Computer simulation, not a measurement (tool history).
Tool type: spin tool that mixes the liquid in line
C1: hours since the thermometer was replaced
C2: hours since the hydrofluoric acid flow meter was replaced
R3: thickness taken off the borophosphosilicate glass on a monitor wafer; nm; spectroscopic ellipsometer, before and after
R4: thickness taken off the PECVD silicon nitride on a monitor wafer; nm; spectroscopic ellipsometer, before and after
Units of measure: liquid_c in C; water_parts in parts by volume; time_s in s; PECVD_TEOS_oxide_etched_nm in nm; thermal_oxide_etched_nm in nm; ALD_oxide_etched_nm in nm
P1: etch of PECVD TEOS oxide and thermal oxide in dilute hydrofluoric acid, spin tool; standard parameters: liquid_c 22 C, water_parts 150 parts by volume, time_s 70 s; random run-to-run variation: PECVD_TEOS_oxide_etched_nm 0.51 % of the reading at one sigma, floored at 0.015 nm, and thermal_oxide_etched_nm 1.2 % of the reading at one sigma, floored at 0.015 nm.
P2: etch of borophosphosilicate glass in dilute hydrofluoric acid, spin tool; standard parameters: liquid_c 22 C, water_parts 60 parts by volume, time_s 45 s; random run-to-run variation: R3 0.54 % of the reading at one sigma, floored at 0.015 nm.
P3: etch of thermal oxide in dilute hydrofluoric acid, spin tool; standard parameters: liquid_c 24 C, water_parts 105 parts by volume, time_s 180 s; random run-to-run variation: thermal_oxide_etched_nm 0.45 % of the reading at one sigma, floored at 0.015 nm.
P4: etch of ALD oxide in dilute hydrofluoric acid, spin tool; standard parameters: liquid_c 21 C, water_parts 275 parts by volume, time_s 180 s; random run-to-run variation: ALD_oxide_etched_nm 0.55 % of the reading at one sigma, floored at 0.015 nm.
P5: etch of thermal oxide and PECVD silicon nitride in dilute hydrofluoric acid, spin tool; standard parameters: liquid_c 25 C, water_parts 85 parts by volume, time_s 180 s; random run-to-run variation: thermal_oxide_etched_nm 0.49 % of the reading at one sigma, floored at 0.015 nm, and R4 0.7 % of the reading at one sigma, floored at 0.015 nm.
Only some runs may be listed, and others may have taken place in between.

Run 1, day 0.229: process P1, liquid_c 22 C, water_parts 150 parts by volume, time_s 70 s; C1 1285.2; C2 344.4. Result: PECVD_TEOS_oxide_etched_nm 11.64 nm, thermal_oxide_etched_nm 2.0408 nm.
Run 2, day 0.554: process P2, liquid_c 22 C, water_parts 60 parts by volume, time_s 70 s; C1 1293; C2 352.2. Result: R3 68.921 nm.
Run 3, day 0.75: process P5, liquid_c 25 C, water_parts 25 parts by volume, time_s 180 s; C1 1297.7; C2 356.9. Result: thermal_oxide_etched_nm 38.655 nm, R4 13.21 nm.
Run 4, day 1.021: process P2, liquid_c 22 C, water_parts 60 parts by volume, time_s 45 s; C1 1304.2; C2 363.4. Result: R3 44.43 nm.
Run 5, day 1.208: process P5, liquid_c 25 C, water_parts 85 parts by volume, time_s 180 s; C1 1308.7; C2 367.9. Result: thermal_oxide_etched_nm 10.585 nm, R4 3.9981 nm.
Run 6, day 1.412: process P1, liquid_c 22 C, water_parts 150 parts by volume, time_s 70 s; C1 1313.6; C2 372.8. Result: PECVD_TEOS_oxide_etched_nm 11.738 nm, thermal_oxide_etched_nm 1.9272 nm.
Run 7, day 1.733: process P1, liquid_c 22 C, water_parts 255 parts by volume, time_s 70 s; C1 1321.3; C2 380.5. Result: PECVD_TEOS_oxide_etched_nm 6.1666 nm, thermal_oxide_etched_nm 1.0286 nm.
Run 8, day 1.962: process P4, liquid_c 21 C, water_parts 435 parts by volume, time_s 180 s; C1 1326.8; C2 386. Result: ALD_oxide_etched_nm 8.7146 nm.
Run 9, day 2.188: process P5, liquid_c 31.5 C, water_parts 85 parts by volume, time_s 180 s; C1 1332.2; C2 391.4. Result: thermal_oxide_etched_nm 13.536 nm, R4 6.1238 nm.
Run 10, day 2.362: process P2, liquid_c 22 C, water_parts 60 parts by volume, time_s 45 s; C1 1336.4; C2 395.6. Result: R3 44.157 nm.
Run 11, day 2.729: process P3, liquid_c 24 C, water_parts 105 parts by volume, time_s 180 s; C1 1345.2; C2 404.4. Result: thermal_oxide_etched_nm 8.202 nm.
Run 12, day 2.958: process P1, liquid_c 22 C, water_parts 150 parts by volume, time_s 70 s; C1 1350.7; C2 409.9. Result: PECVD_TEOS_oxide_etched_nm 11.822 nm, thermal_oxide_etched_nm 1.9923 nm.
Run 13, day 3.158: process P1, liquid_c 22 C, water_parts 150 parts by volume, time_s 15 s; C1 1355.5; C2 414.7. Result: PECVD_TEOS_oxide_etched_nm 2.5102 nm, thermal_oxide_etched_nm 0.42688 nm.
Run 14, day 3.396: process P1, liquid_c 22 C, water_parts 45 parts by volume, time_s 70 s; C1 1361.2; C2 420.4. Result: PECVD_TEOS_oxide_etched_nm 44.337 nm, thermal_oxide_etched_nm 7.3896 nm.
Run 15, day 3.721: process P1, liquid_c 27.5 C, water_parts 150 parts by volume, time_s 70 s; C1 1369; C2 428.2. Result: PECVD_TEOS_oxide_etched_nm 14.393 nm, thermal_oxide_etched_nm 2.4261 nm.
Run 16, day 4.067: process P2, liquid_c 22 C, water_parts 95 parts by volume, time_s 45 s; C1 1377.3; C2 436.5. Result: R3 26.983 nm.
Run 17, day 4.404: process P5, liquid_c 25 C, water_parts 85 parts by volume, time_s 310 s; C1 1385.4; C2 444.6. Result: thermal_oxide_etched_nm 18.081 nm, R4 6.9683 nm.
Run 18, day 4.567: process P3, liquid_c 32.5 C, water_parts 105 parts by volume, time_s 180 s; C1 1389.3; C2 448.5. Result: thermal_oxide_etched_nm 11.373 nm.
Run 19, day 4.754: process P1, liquid_c 18.5 C, water_parts 150 parts by volume, time_s 110 s; C1 1393.8; C2 453. Result: PECVD_TEOS_oxide_etched_nm 16.01 nm, thermal_oxide_etched_nm 2.6896 nm.
Run 20, day 5.071: process P1, liquid_c 22 C, water_parts 150 parts by volume, time_s 70 s; C1 1401.4; C2 460.6. Result: PECVD_TEOS_oxide_etched_nm 11.717 nm, thermal_oxide_etched_nm 1.9413 nm.
Run 21, day 5.258: process P2, liquid_c 17 C, water_parts 60 parts by volume, time_s 45 s; C1 1405.9; C2 465.1. Result: R3 36.065 nm.
Run 22, day 5.483: process P4, liquid_c 17 C, water_parts 275 parts by volume, time_s 180 s; C1 1411.3; C2 470.5. Result: ALD_oxide_etched_nm 13.675 nm.
Run 23, day 5.808: process P3, liquid_c 24 C, water_parts 55 parts by volume, time_s 180 s; C1 1419.1; C2 478.3. Result: thermal_oxide_etched_nm 16.663 nm.
Run 24, day 6.079: process P4, liquid_c 21 C, water_parts 275 parts by volume, time_s 180 s; C1 1425.6; C2 484.8. Result: ALD_oxide_etched_nm 15.907 nm.
Run 25, day 6.288: process P3, liquid_c 24 C, water_parts 105 parts by volume, time_s 180 s; C1 1430.6; C2 489.8. Result: thermal_oxide_etched_nm 8.2895 nm.
Run 26, day 6.538: process P4, liquid_c 21 C, water_parts 275 parts by volume, time_s 270 s; C1 1436.6; C2 495.8. Result: ALD_oxide_etched_nm 23.716 nm.
Run 27, day 6.708: process P1, liquid_c 17 C, water_parts 150 parts by volume, time_s 70 s; C1 1440.7; C2 499.9. Result: PECVD_TEOS_oxide_etched_nm 9.5695 nm, thermal_oxide_etched_nm 1.6121 nm.
Run 28, day 6.892: process P5, liquid_c 25 C, water_parts 85 parts by volume, time_s 180 s; C1 1445.1; C2 504.3. Result: thermal_oxide_etched_nm 10.433 nm, R4 3.9721 nm.
Run 29, day 7.246: process P3, liquid_c 24 C, water_parts 105 parts by volume, time_s 300 s; C1 1453.6; C2 512.8. Result: thermal_oxide_etched_nm 13.741 nm.
Run 30, day 7.546: process P1, liquid_c 22 C, water_parts 150 parts by volume, time_s 100 s; C1 1460.8; C2 520. Result: PECVD_TEOS_oxide_etched_nm 16.83 nm, thermal_oxide_etched_nm 2.8589 nm.
Run 31, day 7.712: process P1, liquid_c 22 C, water_parts 150 parts by volume, time_s 70 s; C1 1464.8; C2 524. Result: PECVD_TEOS_oxide_etched_nm 11.761 nm, thermal_oxide_etched_nm 1.9998 nm.
Run 32, day 8.029: process P1, liquid_c 22 C, water_parts 150 parts by volume, time_s 70 s; C1 1472.4; C2 531.6. Result: PECVD_TEOS_oxide_etched_nm 12.219 nm, thermal_oxide_etched_nm 1.9765 nm.
Run 33, day 8.204: process P1, liquid_c 22 C, water_parts 150 parts by volume, time_s 70 s; C1 1476.6; C2 535.8. Result: PECVD_TEOS_oxide_etched_nm 12.322 nm, thermal_oxide_etched_nm 2.0807 nm.
Run 34, day 8.446: process P1, liquid_c 22 C, water_parts 150 parts by volume, time_s 70 s; C1 1482.4; C2 541.6. Result: PECVD_TEOS_oxide_etched_nm 12.364 nm, thermal_oxide_etched_nm 2.109 nm.
Run 35, day 8.779: process P1, liquid_c 22 C, water_parts 150 parts by volume, time_s 70 s; C1 1490.4; C2 549.6. Result: PECVD_TEOS_oxide_etched_nm 12.523 nm, thermal_oxide_etched_nm 2.0557 nm.
Run 36, day 9.004: process P1, liquid_c 22 C, water_parts 150 parts by volume, time_s 70 s; C1 1495.8; C2 555. Result: PECVD_TEOS_oxide_etched_nm 12.472 nm, thermal_oxide_etched_nm 2.1228 nm.
Run 37, day 9.317: process P1, liquid_c 22 C, water_parts 150 parts by volume, time_s 70 s; C1 1503.3; C2 562.5. Result: PECVD_TEOS_oxide_etched_nm 12.694 nm, thermal_oxide_etched_nm 2.1071 nm.
Run 38, day 9.654: process P1, liquid_c 22 C, water_parts 150 parts by volume, time_s 70 s; C1 1511.4; C2 570.6. Result: PECVD_TEOS_oxide_etched_nm 12.72 nm, thermal_oxide_etched_nm 2.0653 nm.
Run 39, day 9.867: process P1, liquid_c 22 C, water_parts 150 parts by volume, time_s 70 s; C1 1516.5; C2 575.7. Result: PECVD_TEOS_oxide_etched_nm 12.713 nm, thermal_oxide_etched_nm 2.1403 nm.

P1 has crept away from where it was. The log is fitted equally well by each of these 2 causes, at the sizes shown:
A: hydrofluoric acid flow above the setpoint (%) = 6.74
B: liquid hotter than its thermometer reads (K) = 1.96
The onset of the drift is placed at about day 7.712.

Question marks stand in for the results of the 4 check runs listed below, each run on one wafer. Under which run would the listed causes show clearly different results?
Run check 1, day 10.079: process P5, liquid_c 25 C, water_parts 85 parts by volume, time_s 180 s. Result: thermal_oxide_etched_nm ?, R4 ?.
Run check 2, day 10.079: process P2, liquid_c 22 C, water_parts 60 parts by volume, time_s 45 s. Result: R3 ?.
Run check 3, day 10.079: process P3, liquid_c 24 C, water_parts 105 parts by volume, time_s 180 s. Result: thermal_oxide_etched_nm ?.
Run check 4, day 10.079: process P4, liquid_c 21 C, water_parts 275 parts by volume, time_s 180 s. Result: ALD_oxide_etched_nm ?.

If the cause were each of the candidates in turn, the checks would give the following:
  check                   result    if A    if B
check 1  thermal_oxide_etched_nm  11.269  11.325
check 1                       R4  4.2589  4.5382
check 2                       R3  47.622  48.135
check 3  thermal_oxide_etched_nm  8.8431  8.8725
check 4      ALD_oxide_etched_nm  17.261  17.077
How far apart the two closest causes lie, in the result that separates them most: check 1 6.35 %; check 2 1.07 %; check 3 0.33 %; check 4 1.07 %
The causes can be told apart only by check 1. The other checks would give nearly the same results under each of them.

Check 1 has now been run. It gave: thermal_oxide_etched_nm 11.268 nm; R4 4.1971 nm. Which of the candidate causes is it?

A is the cause: hydrofluoric acid flow above the setpoint (%).
